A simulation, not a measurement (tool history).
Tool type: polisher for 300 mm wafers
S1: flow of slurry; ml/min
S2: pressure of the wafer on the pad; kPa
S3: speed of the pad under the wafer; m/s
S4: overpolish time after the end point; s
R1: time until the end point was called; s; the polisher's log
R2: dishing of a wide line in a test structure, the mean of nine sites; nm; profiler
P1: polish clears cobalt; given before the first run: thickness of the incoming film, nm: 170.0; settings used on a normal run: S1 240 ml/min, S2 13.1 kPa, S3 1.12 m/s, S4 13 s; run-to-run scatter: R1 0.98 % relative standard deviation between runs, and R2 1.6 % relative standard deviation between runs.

run    day   S1    S2    S3  S4      R1      R2
  1  0.125  240  13.1  1.12  13  37.276  35.277
  2  0.329  240  13.1  1.12   4  37.135  15.461
  3  0.567  240  20.7  1.12  13  24.165  44.519
  4  0.842  240  13.1  1.74  13  24.199  44.817
  5  1.033  240  13.1   0.5  13   82.54  20.603
  6  1.192  145  13.1  1.12  13  40.366  34.765
  7  1.367  310  13.1  1.12  13  36.715  36.536
  8  1.567  240  13.1  1.12  13  37.347   36.65
  9  1.788  240  13.1  1.12  13  37.207  36.478
 10  2.062  240  13.1  1.12  13  37.196  36.305
 11  2.275  240  13.1  1.12  13  37.558  36.241
 12  2.412  240  16.5   0.6  13  55.901  28.262
 13  2.654  240  13.1  1.12  13   37.65  35.796
 14  2.779  240  13.1  1.12  24  36.759  48.096
 15  2.921  240   6.2  1.12  13  78.838  22.107
 16  3.054  240  13.1  1.12  13  37.208  36.868
 17  3.317  240  13.1  1.12  13  38.732   36.36
 18  3.583  240  13.1  1.12  13  38.882  35.952
 19  3.808  240  13.1  1.12  13  39.173  34.903
 20  3.975  240  13.1  1.12  13  39.307  34.787
 21  4.188  240  13.1  1.12  13  40.209  35.259
     4.283  -- head pressure recalibrated
 22  4.421  240  13.1  1.12  13  39.895  34.797
 23  4.696  240  13.1  1.12  13   39.13   35.65

What P1 gives has crept off from where it sat before. The 2 causes that follow fit the log equally well, each at the size noted:
A: removal rate lost through wear of the pad, % = 6.73
B: slurry flow missing at the pad, % = 39.1
The process output started creeping at around day 3.054.
Every other cause this tool's parts could produce, and why it does not fit the log:
head's pressure below its setpoint, %: serviced at day 4.283, which brought nothing back

Below are 4 check runs, each averaged over 3 wafers, with their results shown as question marks. Which of them would give clearly different results depending on which cause is behind the drift?
check 1  4.971  240    20  1.36  13   ?   ?
check 2  4.971  240  13.1   1.7   7   ?   ?
check 3  4.971  145  13.1  0.52  13   ?   ?
check 4  4.971  240  13.1  1.12  24   ?   ?

What each check would give under each cause:
  check  result    if A    if B
check 1      R1  21.524  21.527
check 1      R2  47.067  47.065
check 2      R1  26.282  26.285
check 2      R2  30.685  30.682
check 3      R1  92.263  96.129
check 3      R2   19.21  18.577
check 4      R1  39.892  39.897
check 4      R2  47.201  47.199
How far apart the two closest causes lie, in the result that separates them most: check 1 0.01 %; check 2 0.01 %; check 3 4.11 %; check 4 0.01 %
Check 3 distinguishes between the causes, while the remaining checks would return nearly the same result for all of them.

Running check 3 produced the following: R1 92.885 s; R2 19.175 nm. Which one of the listed causes fits?

It was cause A: removal rate lost through wear of the pad, %.
